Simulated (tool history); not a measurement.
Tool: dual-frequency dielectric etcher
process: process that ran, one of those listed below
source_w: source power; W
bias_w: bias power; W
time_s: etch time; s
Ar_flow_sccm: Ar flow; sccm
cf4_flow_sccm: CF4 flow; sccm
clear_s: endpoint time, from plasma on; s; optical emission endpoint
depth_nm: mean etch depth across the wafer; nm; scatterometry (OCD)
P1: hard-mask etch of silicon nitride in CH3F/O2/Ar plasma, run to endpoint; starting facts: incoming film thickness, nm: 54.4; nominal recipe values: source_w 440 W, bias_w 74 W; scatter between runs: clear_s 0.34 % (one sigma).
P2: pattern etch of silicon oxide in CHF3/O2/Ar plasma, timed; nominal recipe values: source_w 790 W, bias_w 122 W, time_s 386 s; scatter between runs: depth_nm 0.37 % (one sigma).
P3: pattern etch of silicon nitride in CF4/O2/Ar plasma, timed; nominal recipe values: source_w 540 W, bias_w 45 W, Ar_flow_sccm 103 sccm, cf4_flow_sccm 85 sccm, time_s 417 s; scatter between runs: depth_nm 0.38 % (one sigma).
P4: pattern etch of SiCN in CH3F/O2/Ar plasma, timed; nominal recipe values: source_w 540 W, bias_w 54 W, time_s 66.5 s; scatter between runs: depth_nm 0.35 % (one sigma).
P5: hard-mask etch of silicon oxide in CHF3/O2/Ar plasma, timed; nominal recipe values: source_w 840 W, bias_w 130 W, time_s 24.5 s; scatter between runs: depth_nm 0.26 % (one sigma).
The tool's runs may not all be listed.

run   hour  process  source_w  bias_w  time_s  Ar_flow_sccm  cf4_flow_sccm  hours since the last wet clean  hours since the last source power generator calibration  hours since the last bias power generator calibration  clear_s  depth_nm
  1    4.4       P1       440      74                                                                322.2                                                    249.6                                                 1095.4   75.072
  2   13.6       P1       440      74                                                                331.4                                                    258.8                                                 1104.6   75.045
  3   19.5       P1       560      97                                                                337.3                                                    264.7                                                 1110.5   62.519
  4   24.6       P1       580      91                                                                342.4                                                    269.8                                                 1115.6   62.954
  5     29       P1       440      90                                                                346.8                                                    274.2                                                   1120   70.107
  6   34.2       P5       840      86    24.5                                                          352                                                    279.4                                                 1125.2             43.483
  7   41.8       P3       540      45   229.5           103             85                           359.6                                                      287                                                 1132.8             432.86
  8     46       P1       590      74                                                                363.8                                                    291.2                                                   1137   66.997
  9   52.4       P4       540      38    66.5                                                        370.2                                                    297.6                                                 1143.4             23.227
 10   60.8       P4       540      54    51.5                                                        378.6                                                      306                                                 1151.8             20.137
 11   68.2       P5      1110     130    24.5                                                          386                                                    313.4                                                 1159.2             54.877
 12   76.1       P4       660      54    66.5                                                        393.9                                                    321.3                                                 1167.1             27.991
 13   80.4       P3       330      45     417           103             85                           398.2                                                    325.6                                                 1171.4             512.71
 14   85.4       P1       320      74                                                                403.2                                                    330.6                                                 1176.4   84.748
 15     93       P4       540      54    66.5                                                        410.8                                                    338.2                                                   1184             25.727
 16  100.9       P4       540      54    66.5                                                        418.7                                                    346.1                                                 1191.9             25.961
 17  105.4       P1       360     101                                                                423.2                                                    350.6                                                 1196.4    72.19
 18  109.9       P3       540      28     417           103             85                           427.7                                                    355.1                                                 1200.9             668.48
 19  116.7       P5       840     130    17.5                                                        434.5                                                    361.9                                                 1207.7             35.121
 20  125.2       P2       790     122     525                                                          443                                                    370.4                                                 1216.2             1003.5
 21  134.2       P2       790     122     386                                                          452                                                    379.4                                                 1225.2             735.25
 22  141.5       P1       440      74                                                                459.3                                                    386.7                                                 1232.5   75.037
 23  146.7       P3       540      45     417           103             85                           464.5                                                    391.9                                                 1237.7              784.6
 24  152.9       P3       540      45     417           139             85                           470.7                                                    398.1                                                 1243.9             753.88
 25    162       P1       440      58                                                                479.8                                                    407.2                                                   1253   81.013
 26  167.3       P5       840     130    24.5                                                        485.1                                                    412.5                                                 1258.3             49.112
 27    176       P1       440      74                                                                493.8                                                    421.2                                                   1267   75.433
 28  182.7       P2       790     122     386                                                        500.5                                                    427.9                                                 1273.7             739.17
 29  189.2       P1       440      74                                                                  507                                                    434.4                                                 1280.2   75.141
 30  194.9       P3       540      45     417           103             85                           512.7                                                    440.1                                                 1285.9             788.35
 31  202.4       P2      1110     122     386                                                        520.2                                                    447.6                                                 1293.4             843.14
 32  207.8       P2       790      86     386                                                        525.6                                                      453                                                 1298.8             669.91
 33  216.3       P3       540      45     417           103             69                           534.1                                                    461.5                                                 1307.3             766.76
 34  221.9       P1       440      74                                                                539.7                                                    467.1                                                 1312.9   75.101
 35  230.7       P1       440      74                                                                548.5                                                    475.9                                                 1321.7   75.709
 36  239.5       P1       440      74                                                                557.3                                                    484.7                                                 1330.5   76.415
 37  247.2       P1       440      74                                                                  565                                                    492.4                                                 1338.2   75.973
     250.8  -- wet clean of the chamber
 38  251.8       P1       440      74                                                                  1.1                                                      497                                                 1342.8   75.992
 39  260.4       P1       440      74                                                                  9.7                                                    505.6                                                 1351.4   76.395
 40    267       P1       440      74                                                                 16.3                                                    512.2                                                   1358   76.293

Compared with where it was, what P1 gives has crept away. Each cause listed below fits the log as well as the rest, at the size given for it:
A: source power that arrives under what is set, % = 4.37
B: bias power that arrives under what is set, % = 4.86
The drift started at roughly hour 221.9.
Excluded causes, each with its reason:
chamber walls in a state that lowers the etch rate, %: serviced at hour 250.8, after the change had begun; the process did not return to its earlier output

4 check runs are offered, each on 2 wafers whose results are averaged, their results left as question marks. Which one tells the causes apart?
check 1  273.6       P4       650      38    66.5                                                                                                                                                                                               ?
check 2  273.6       P3       540      45   229.5           103             85                                                                                                                                                                  ?
check 3  273.6       P2      1020      97     386                                                                                                                                                                                               ?
check 4  273.6       P5      1020     130    24.5                                                                                                                                                                                               ?

Check results expected under each cause:
  check    result    if A    if B
check 1  depth_nm  24.562  24.657
check 2  depth_nm  416.36  424.96
check 3  depth_nm  752.12   755.4
check 4  depth_nm  52.234  52.382
Gap, in per cent, between the two causes that each check separates least, read from the result that separates them most: check 1 0.39 %; check 2 2.04 %; check 3 0.43 %; check 4 0.28 %
The other checks would show nearly matching results whichever cause is true, so check 2 is the only one that separates the causes.

With check 2 done, the readings were: depth_nm 414.29 nm. Identify which of the listed causes applies.

Of the candidate causes, it is A: source power that arrives under what is set, %.
